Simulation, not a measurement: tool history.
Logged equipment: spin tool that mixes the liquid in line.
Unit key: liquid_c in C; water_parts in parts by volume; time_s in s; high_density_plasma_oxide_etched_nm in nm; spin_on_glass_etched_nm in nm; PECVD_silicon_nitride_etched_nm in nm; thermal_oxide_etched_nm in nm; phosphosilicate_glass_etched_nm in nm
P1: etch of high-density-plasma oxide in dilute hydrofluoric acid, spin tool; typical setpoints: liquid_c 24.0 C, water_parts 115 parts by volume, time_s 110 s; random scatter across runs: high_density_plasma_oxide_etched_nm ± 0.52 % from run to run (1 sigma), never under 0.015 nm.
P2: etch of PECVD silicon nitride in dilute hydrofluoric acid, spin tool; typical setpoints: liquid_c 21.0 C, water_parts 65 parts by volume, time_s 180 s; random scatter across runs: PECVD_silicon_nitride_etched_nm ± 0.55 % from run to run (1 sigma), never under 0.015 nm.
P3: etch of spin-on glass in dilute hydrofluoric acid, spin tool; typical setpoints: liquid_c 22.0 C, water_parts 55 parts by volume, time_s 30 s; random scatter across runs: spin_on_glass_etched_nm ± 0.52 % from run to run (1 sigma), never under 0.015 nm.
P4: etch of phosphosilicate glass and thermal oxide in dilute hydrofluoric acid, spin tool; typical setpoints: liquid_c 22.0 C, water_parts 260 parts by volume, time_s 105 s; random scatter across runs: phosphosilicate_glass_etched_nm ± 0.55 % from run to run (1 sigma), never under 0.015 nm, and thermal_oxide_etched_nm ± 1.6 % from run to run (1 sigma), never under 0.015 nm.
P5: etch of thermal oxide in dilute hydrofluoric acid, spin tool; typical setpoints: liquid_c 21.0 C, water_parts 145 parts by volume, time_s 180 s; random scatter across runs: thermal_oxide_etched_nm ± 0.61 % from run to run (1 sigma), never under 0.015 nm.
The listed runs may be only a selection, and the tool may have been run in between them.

run	hour	process	liquid_c	water_parts	time_s	high_density_plasma_oxide_etched_nm	spin_on_glass_etched_nm	PECVD_silicon_nitride_etched_nm	thermal_oxide_etched_nm	phosphosilicate_glass_etched_nm
1	5.3	P1	24.0	115	110	7.1790				
2	10.8	P3	22.0	55	15		7.5229			
3	15.1	P1	24.0	115	30	1.9183				
4	19.2	P2	21.0	20	180			40.8080		
5	24.6	P3	22.0	55	30		15.3050			
6	29.3	P1	24.0	115	110	7.1651				
7	31.8	P5	21.0	145	180				4.73840	
8	35.2	P1	24.0	65	110	13.5600				
9	39.1	P2	21.0	65	180			13.1970		
10	42.5	P3	26.5	55	30		18.2970			
11	45.0	P4	22.0	260	105				1.43460	48.776
12	48.9	P1	24.0	115	110	7.1231				
13	53.9	P5	27.0	145	180				6.01060	
14	58.3	P5	21.0	55	180				13.98100	
15	61.7	P1	24.0	30	20	5.5923				
16	64.1	P3	22.0	55	30		15.1660			
17	68.1	P3	22.0	20	30		43.7230			
18	73.5	P1	24.0	115	195	12.7630				
19	78.9	P2	21.0	65	60			4.3736		
20	84.2	P1	24.0	115	110	7.1686				
21	88.1	P4	17.0	260	105				1.18130	40.433
22	93.0	P1	19.5	115	110	5.9590				
23	97.1	P1	24.0	115	110	7.1799				
24	100.8	P4	22.0	260	50				0.67547	23.556
25	106.1	P1	24.0	25	15	5.0530				
26	111.0	P1	28.5	115	110	8.5545				
27	115.0	P1	24.0	190	110	3.9995				
28	117.7	P5	21.0	145	180				4.72830	
29	121.0	P5	21.0	145	330				8.71110	
30	126.5	P4	22.0	70	105				6.37860	223.140
31	131.3	P2	29.5	65	180			22.9800		
32	134.4	P1	24.0	115	110	7.1669				
33	137.8	P1	24.0	115	110	7.1727				
34	142.1	P1	24.0	115	110	6.9120				
35	145.1	P1	24.0	115	110	6.8348				

What does the tool deliver on the next run?
36	149.4	P1	24.0	115	110	?				

For run 36 the tool returned high_density_plasma_oxide_etched_nm 6.7060 nm.
